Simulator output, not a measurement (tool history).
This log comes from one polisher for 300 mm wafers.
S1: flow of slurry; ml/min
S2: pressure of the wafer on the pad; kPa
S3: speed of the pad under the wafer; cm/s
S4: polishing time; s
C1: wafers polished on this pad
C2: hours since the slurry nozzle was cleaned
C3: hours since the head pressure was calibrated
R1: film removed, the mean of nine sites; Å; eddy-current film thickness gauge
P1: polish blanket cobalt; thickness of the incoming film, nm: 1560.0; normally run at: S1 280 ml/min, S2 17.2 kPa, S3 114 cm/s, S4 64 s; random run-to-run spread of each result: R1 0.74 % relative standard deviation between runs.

run 1 hour=12.4 | S1=280 S2=17.2 S3=114 S4=64 | C1=524 C2=154.7 C3=525.2 | R1=5005.1
run 2 hour=21.0 | S1=280 S2=17.2 S3=114 S4=64 | C1=623 C2=163.3 C3=533.8 | R1=5009.7
run 3 hour=28.9 | S1=280 S2=17.2 S3=114 S4=64 | C1=715 C2=171.2 C3=541.7 | R1=5049.7
run 4 hour=36.9 | S1=280 S2=17.2 S3=52 S4=64 | C1=807 C2=179.2 C3=549.7 | R1=2307.6
run 5 hour=49.9 | S1=280 S2=17.2 S3=114 S4=90 | C1=957 C2=192.2 C3=562.7 | R1=7123.7
run 6 hour=56.2 | S1=280 S2=26.2 S3=114 S4=64 | C1=1030 C2=198.5 C3=569.0 | R1=7630.8
run 7 hour=64.7 | S1=280 S2=17.2 S3=114 S4=64 | C1=1128 C2=207.0 C3=577.5 | R1=4993.7
run 8 hour=70.8 | S1=280 S2=17.2 S3=176 S4=64 | C1=1198 C2=213.1 C3=583.6 | R1=7707.3
run 9 hour=76.6 | S1=280 S2=9.0 S3=114 S4=64 | C1=1265 C2=218.9 C3=589.4 | R1=2577.3
run 10 hour=82.6 | S1=280 S2=17.2 S3=114 S4=64 | C1=1334 C2=224.9 C3=595.4 | R1=5023.8
run 11 hour=92.2 | S1=170 S2=17.2 S3=114 S4=64 | C1=1445 C2=234.5 C3=605.0 | R1=4735.6
run 12 hour=103.5 | S1=280 S2=17.2 S3=114 S4=35 | C1=1576 C2=245.8 C3=616.3 | R1=2708.5
run 13 hour=116.2 | S1=280 S2=17.2 S3=114 S4=64 | C1=1722 C2=258.5 C3=629.0 | R1=4935.8
run 14 hour=128.7 | S1=280 S2=17.2 S3=114 S4=64 | C1=1867 C2=271.0 C3=641.5 | R1=5015.6
run 15 hour=137.1 | S1=185 S2=11.0 S3=114 S4=64 | C1=1964 C2=279.4 C3=649.9 | R1=3055.3
run 16 hour=148.1 | S1=430 S2=17.2 S3=114 S4=64 | C1=2091 C2=290.4 C3=660.9 | R1=5196.7
run 17 hour=157.4 | S1=280 S2=17.2 S3=114 S4=64 | C1=2198 C2=299.7 C3=670.2 | R1=4994.1
run 18 hour=170.5 | S1=280 S2=17.2 S3=114 S4=64 | C1=2349 C2=312.8 C3=683.3 | R1=4881.2

Run 19 has not been measured yet. What should we expect?
run 19 hour=178.2 | S1=280 S2=17.2 S3=114 S4=64 | C1=2438 C2=320.5 C3=691.0 | R1=?

R1: 4836.5 Å
